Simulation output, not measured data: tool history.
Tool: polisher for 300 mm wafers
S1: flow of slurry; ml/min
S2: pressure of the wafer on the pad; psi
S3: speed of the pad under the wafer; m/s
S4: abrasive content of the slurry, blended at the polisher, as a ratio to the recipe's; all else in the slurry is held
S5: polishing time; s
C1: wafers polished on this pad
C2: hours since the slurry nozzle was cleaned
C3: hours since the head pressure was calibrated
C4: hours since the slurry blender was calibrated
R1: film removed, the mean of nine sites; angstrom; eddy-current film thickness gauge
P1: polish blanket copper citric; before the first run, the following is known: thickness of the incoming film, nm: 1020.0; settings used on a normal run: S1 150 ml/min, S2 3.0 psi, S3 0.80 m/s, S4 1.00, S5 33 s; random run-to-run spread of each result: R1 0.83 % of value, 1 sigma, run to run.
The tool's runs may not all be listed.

| run | hour | S1 | S2 | S3 | S4 | S5 | C1 | C2 | C3 | C4 | R1 |
|---|---|---|---|---|---|---|---|---|---|---|---|
| 1 | 9.3 | 150 | 3.0 | 0.80 | 1.00 | 33 | 1019 | 353.0 | 370.0 | 120.3 | 712.19 |
| 2 | 22.7 | 150 | 3.0 | 0.80 | 1.00 | 33 | 1221 | 366.4 | 383.4 | 133.7 | 717.83 |
| 3 | 31.8 | 150 | 3.0 | 0.80 | 1.30 | 33 | 1359 | 375.5 | 392.5 | 142.8 | 745.34 |
| 4 | 49.1 | 105 | 4.1 | 0.80 | 1.00 | 33 | 1621 | 392.8 | 409.8 | 160.1 | 892.00 |
| 5 | 63.2 | 150 | 3.0 | 0.80 | 1.00 | 33 | 1834 | 406.9 | 423.9 | 174.2 | 707.86 |
| 6 | 78.6 | 150 | 1.5 | 0.80 | 1.00 | 33 | 2067 | 422.3 | 439.3 | 189.6 | 369.37 |
| 7 | 96.3 | 150 | 3.0 | 0.80 | 1.00 | 43 | 2335 | 440.0 | 457.0 | 207.3 | 934.31 |
| 8 | 110.6 | 150 | 3.0 | 1.12 | 1.00 | 33 | 2551 | 454.3 | 471.3 | 221.6 | 975.44 |
| 9 | 119.2 | 150 | 3.0 | 0.48 | 0.65 | 33 | 2681 | 462.9 | 479.9 | 230.2 | 399.62 |
| 10 | 136.0 | 115 | 3.0 | 0.80 | 1.40 | 33 | 2935 | 479.7 | 496.7 | 247.0 | 712.06 |
| 11 | 150.0 | 90 | 3.0 | 0.80 | 1.00 | 33 | 3147 | 493.7 | 510.7 | 261.0 | 634.63 |
| 12 | 158.6 | 150 | 3.0 | 0.80 | 1.00 | 22 | 3277 | 502.3 | 519.3 | 269.6 | 474.59 |
| 13 | 166.8 | 150 | 4.6 | 0.80 | 1.00 | 33 | 3401 | 510.5 | 527.5 | 277.8 | 1072.10 |
| 14 | 175.4 | 150 | 3.0 | 0.80 | 1.00 | 33 | 3531 | 519.1 | 536.1 | 286.4 | 714.19 |
| 15 | 191.5 | 150 | 3.0 | 0.80 | 0.55 | 33 | 3775 | 535.2 | 552.2 | 302.5 | 633.11 |
| 16 | 207.2 | 150 | 3.0 | 0.56 | 1.00 | 33 | 4012 | 550.9 | 567.9 | 318.2 | 505.62 |
| 17 | 220.7 | 225 | 3.0 | 0.80 | 1.00 | 33 | 4216 | 564.4 | 581.4 | 331.7 | 736.13 |
| 18 | 231.3 | 150 | 3.0 | 0.80 | 1.00 | 33 | 4377 | 575.0 | 592.0 | 342.3 | 710.76 |
| 19 | 249.2 | 150 | 3.0 | 0.80 | 1.00 | 33 | 4647 | 592.9 | 609.9 | 360.2 | 708.71 |
| 20 | 261.4 | 150 | 3.0 | 0.80 | 1.00 | 33 | 4832 | 605.1 | 622.1 | 372.4 | 694.12 |
| 21 | 276.3 | 150 | 3.0 | 0.80 | 1.00 | 33 | 5057 | 620.0 | 637.0 | 387.3 | 669.85 |
| 22 | 285.8 | 150 | 3.0 | 0.80 | 1.00 | 33 | 5201 | 629.5 | 646.5 | 396.8 | 678.53 |
| 23 | 299.5 | 150 | 3.0 | 0.80 | 1.00 | 33 | 5408 | 643.2 | 660.2 | 410.5 | 666.39 |
| 24 | 308.1 | 150 | 3.0 | 0.80 | 1.00 | 33 | 5538 | 651.8 | 668.8 | 419.1 | 663.20 |
| 25 | 326.9 | 150 | 3.0 | 0.80 | 1.00 | 33 | 5823 | 670.6 | 687.6 | 437.9 | 652.69 |
| 26 | 343.1 | 150 | 3.0 | 0.80 | 1.00 | 33 | 6068 | 686.8 | 703.8 | 454.1 | 656.04 |
|  | 346.1 | head pressure recalibrated |
|  | 347.7 | worn pad replaced by a new one |
| 27 | 361.7 | 150 | 3.0 | 0.80 | 1.00 | 33 | 212 | 705.4 | 15.6 | 472.7 | 652.93 |
| 28 | 379.6 | 150 | 3.0 | 0.80 | 1.00 | 33 | 483 | 723.3 | 33.5 | 490.6 | 653.83 |
| 29 | 397.5 | 150 | 3.0 | 0.80 | 1.00 | 33 | 754 | 741.2 | 51.4 | 508.5 | 651.55 |

What P1 gives has crept away from where it was. These 2 causes fit the log equally well, each at the size given:
A: abrasive missing from the slurry, % = 34.9
B: slurry flow missing at the pad, % = 34.4
The process output started creeping at around hour 249.2.
All other causes, with the reason each is excluded:
removal rate lost through wear of the pad, %: maintenance at hour 347.7, after the shift began, did not return the process to its former output
head's pressure below its setpoint, %: maintenance at hour 346.1, after the shift began, did not return the process to its former output

The list below offers 4 check runs, each averaging the results of 2 wafers, and shows each result as a question mark. For which of them would the listed causes give clearly different results?
| check 1 | 415.4 | 150 | 4.6 | 0.80 | 1.00 | 33 |  |  |  |  | ? |
| check 2 | 415.4 | 150 | 3.8 | 0.80 | 1.00 | 33 |  |  |  |  | ? |
| check 3 | 415.4 | 90 | 3.0 | 0.62 | 1.00 | 33 |  |  |  |  | ? |
| check 4 | 415.4 | 150 | 1.5 | 1.10 | 1.00 | 33 |  |  |  |  | ? |

Check results expected under each cause:
| check | result | if A | if B |
|---|---|---|---|
| check 1 | R1 | 985.04 | 984.87 |
| check 2 | R1 | 817.10 | 816.96 |
| check 3 | R1 | 453.02 | 430.77 |
| check 4 | R1 | 452.37 | 452.29 |
Separation of the two closest causes in each check, using whichever result separates them best: check 1 0.02 %; check 2 0.02 %; check 3 5.04 %; check 4 0.02 %
Check 3 distinguishes between the causes, while the remaining checks would return nearly the same result for all of them.

With check 3 done, the readings were: R1 454.23 angstrom. Identify which of the listed causes applies.

A is the cause: abrasive missing from the slurry, %.

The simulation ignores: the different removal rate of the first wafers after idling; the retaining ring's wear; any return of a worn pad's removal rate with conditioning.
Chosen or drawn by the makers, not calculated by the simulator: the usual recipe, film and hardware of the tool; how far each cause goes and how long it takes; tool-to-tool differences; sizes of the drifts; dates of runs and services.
